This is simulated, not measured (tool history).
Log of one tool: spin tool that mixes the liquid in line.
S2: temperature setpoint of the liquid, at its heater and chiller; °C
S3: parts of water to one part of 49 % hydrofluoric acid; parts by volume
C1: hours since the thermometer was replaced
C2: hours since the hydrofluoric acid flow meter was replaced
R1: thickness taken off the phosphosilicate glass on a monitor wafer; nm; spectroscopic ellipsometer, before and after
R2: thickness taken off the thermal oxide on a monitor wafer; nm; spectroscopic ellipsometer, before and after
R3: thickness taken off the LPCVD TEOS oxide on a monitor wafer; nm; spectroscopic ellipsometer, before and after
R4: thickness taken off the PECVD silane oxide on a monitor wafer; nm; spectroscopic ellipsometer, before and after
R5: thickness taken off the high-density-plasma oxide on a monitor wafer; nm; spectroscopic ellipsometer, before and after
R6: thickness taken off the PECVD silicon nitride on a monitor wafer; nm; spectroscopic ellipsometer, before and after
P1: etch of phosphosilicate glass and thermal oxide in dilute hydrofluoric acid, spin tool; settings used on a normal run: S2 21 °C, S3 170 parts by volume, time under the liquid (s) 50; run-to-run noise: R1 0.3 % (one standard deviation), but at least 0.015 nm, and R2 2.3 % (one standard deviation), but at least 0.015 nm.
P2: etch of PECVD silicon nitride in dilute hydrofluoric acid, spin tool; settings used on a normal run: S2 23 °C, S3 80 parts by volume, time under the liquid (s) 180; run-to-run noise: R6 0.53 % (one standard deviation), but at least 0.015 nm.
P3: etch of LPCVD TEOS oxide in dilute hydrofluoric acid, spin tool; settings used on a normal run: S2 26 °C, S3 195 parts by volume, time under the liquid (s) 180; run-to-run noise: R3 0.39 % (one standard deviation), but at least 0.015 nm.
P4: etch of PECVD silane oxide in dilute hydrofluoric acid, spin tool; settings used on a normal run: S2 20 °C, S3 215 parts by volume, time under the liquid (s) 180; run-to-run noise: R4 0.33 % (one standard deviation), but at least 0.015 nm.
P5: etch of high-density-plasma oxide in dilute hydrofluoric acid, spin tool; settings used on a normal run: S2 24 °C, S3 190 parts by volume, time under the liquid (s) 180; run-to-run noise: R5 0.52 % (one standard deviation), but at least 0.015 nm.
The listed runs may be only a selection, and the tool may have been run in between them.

{"run": 1, "hour": 12.4, "process that ran": "P1", "S2": 21, "S3": 170, "time under the liquid (s)": 50, "C1": 242.7, "C2": 1362.6, "R1": 37.212, "R2": 1.1242}
{"run": 2, "hour": 22.4, "process that ran": "P1", "S2": 21, "S3": 170, "time under the liquid (s)": 15, "C1": 252.7, "C2": 1372.6, "R1": 11.223, "R2": 0.36543}
{"run": 3, "hour": 34.5, "process that ran": "P1", "S2": 21, "S3": 170, "time under the liquid (s)": 70, "C1": 264.8, "C2": 1384.7, "R1": 52.147, "R2": 1.6436}
{"run": 4, "hour": 46.9, "process that ran": "P1", "S2": 21, "S3": 170, "time under the liquid (s)": 50, "C1": 277.2, "C2": 1397.1, "R1": 37.033, "R2": 1.1707}
{"run": 5, "hour": 52.6, "process that ran": "P3", "S2": 26, "S3": 195, "time under the liquid (s)": 180, "C1": 282.9, "C2": 1402.8, "R3": 32.85}
{"run": 6, "hour": 60.9, "process that ran": "P1", "S2": 21, "S3": 170, "time under the liquid (s)": 50, "C1": 291.2, "C2": 1411.1, "R1": 37.266, "R2": 1.1643}
{"run": 7, "hour": 71.9, "process that ran": "P1", "S2": 17, "S3": 170, "time under the liquid (s)": 15, "C1": 302.2, "C2": 1422.1, "R1": 9.5674, "R2": 0.27393}
{"run": 8, "hour": 83.5, "process that ran": "P1", "S2": 21, "S3": 285, "time under the liquid (s)": 50, "C1": 313.8, "C2": 1433.7, "R1": 19.857, "R2": 0.63137}
{"run": 9, "hour": 91.7, "process that ran": "P1", "S2": 21, "S3": 90, "time under the liquid (s)": 50, "C1": 322, "C2": 1441.9, "R1": 76.877, "R2": 2.3639}
{"run": 10, "hour": 102.9, "process that ran": "P4", "S2": 20, "S3": 85, "time under the liquid (s)": 180, "C1": 333.2, "C2": 1453.1, "R4": 55.542}
{"run": 11, "hour": 113.7, "process that ran": "P3", "S2": 26, "S3": 195, "time under the liquid (s)": 180, "C1": 344, "C2": 1463.9, "R3": 32.91}
{"run": 12, "hour": 125.5, "process that ran": "P5", "S2": 20, "S3": 190, "time under the liquid (s)": 180, "C1": 355.8, "C2": 1475.7, "R5": 4.0753}
{"run": 13, "hour": 135.1, "process that ran": "P3", "S2": 26, "S3": 310, "time under the liquid (s)": 180, "C1": 365.4, "C2": 1485.3, "R3": 18.288}
{"run": 14, "hour": 146.4, "process that ran": "P1", "S2": 29.5, "S3": 170, "time under the liquid (s)": 50, "C1": 376.7, "C2": 1496.6, "R1": 50.87, "R2": 1.5393}
{"run": 15, "hour": 157.3, "process that ran": "P4", "S2": 20, "S3": 215, "time under the liquid (s)": 180, "C1": 387.6, "C2": 1507.5, "R4": 19.145}
{"run": 16, "hour": 166.4, "process that ran": "P5", "S2": 24, "S3": 35, "time under the liquid (s)": 180, "C1": 396.7, "C2": 1516.6, "R5": 30.96}
{"run": 17, "hour": 173.6, "process that ran": "P2", "S2": 23, "S3": 20, "time under the liquid (s)": 180, "C1": 403.9, "C2": 1523.8, "R6": 31.373}
{"run": 18, "hour": 183.3, "process that ran": "P2", "S2": 31.5, "S3": 80, "time under the liquid (s)": 180, "C1": 413.6, "C2": 1533.5, "R6": 14.147}
{"run": 19, "hour": 190.8, "process that ran": "P4", "S2": 17, "S3": 215, "time under the liquid (s)": 180, "C1": 421.1, "C2": 1541, "R4": 16.986}
{"run": 20, "hour": 200.0, "process that ran": "P5", "S2": 24, "S3": 190, "time under the liquid (s)": 180, "C1": 430.3, "C2": 1550.2, "R5": 4.7198}
{"run": 21, "hour": 208.1, "process that ran": "P2", "S2": 23, "S3": 80, "time under the liquid (s)": 180, "C1": 438.4, "C2": 1558.3, "R6": 8.0518}
{"run": 22, "hour": 213.6, "process that ran": "P2", "S2": 23, "S3": 80, "time under the liquid (s)": 30, "C1": 443.9, "C2": 1563.8, "R6": 1.3891}
{"run": 23, "hour": 220.3, "process that ran": "P1", "S2": 21, "S3": 115, "time under the liquid (s)": 15, "C1": 450.6, "C2": 1570.5, "R1": 17.477, "R2": 0.54152}
{"run": 24, "hour": 230.4, "process that ran": "P4", "S2": 20, "S3": 215, "time under the liquid (s)": 90, "C1": 460.7, "C2": 1580.6, "R4": 9.5538}
{"run": 25, "hour": 239.2, "process that ran": "P1", "S2": 21, "S3": 170, "time under the liquid (s)": 50, "C1": 469.5, "C2": 1589.4, "R1": 37.095, "R2": 1.1213}
{"run": 26, "hour": 245.6, "process that ran": "P5", "S2": 24, "S3": 190, "time under the liquid (s)": 15, "C1": 475.9, "C2": 1595.8, "R5": 0.40467}
{"run": 27, "hour": 252.5, "process that ran": "P1", "S2": 21, "S3": 170, "time under the liquid (s)": 50, "C1": 482.8, "C2": 1602.7, "R1": 37.244, "R2": 1.1518}
{"run": 28, "hour": 262.8, "process that ran": "P3", "S2": 20.5, "S3": 195, "time under the liquid (s)": 180, "C1": 493.1, "C2": 1613, "R3": 26.9}
{"run": 29, "hour": 270.3, "process that ran": "P3", "S2": 26, "S3": 195, "time under the liquid (s)": 20, "C1": 500.6, "C2": 1620.5, "R3": 3.6424}
{"hour": 274.9, "done": "thermometer replaced"}
{"run": 30, "hour": 281.2, "process that ran": "P1", "S2": 21, "S3": 170, "time under the liquid (s)": 50, "C1": 6.3, "C2": 1631.4, "R1": 37.3, "R2": 1.2053}

Run 31 comes next. What will it give?
{"run": 31, "hour": 292.3, "process that ran": "P1", "S2": 21, "S3": 170, "time under the liquid (s)": 50, "C1": 17.4, "C2": 1642.5, "R1": "?", "R2": "?"}

R1: 37.156 nm
R2: 1.1545 nm

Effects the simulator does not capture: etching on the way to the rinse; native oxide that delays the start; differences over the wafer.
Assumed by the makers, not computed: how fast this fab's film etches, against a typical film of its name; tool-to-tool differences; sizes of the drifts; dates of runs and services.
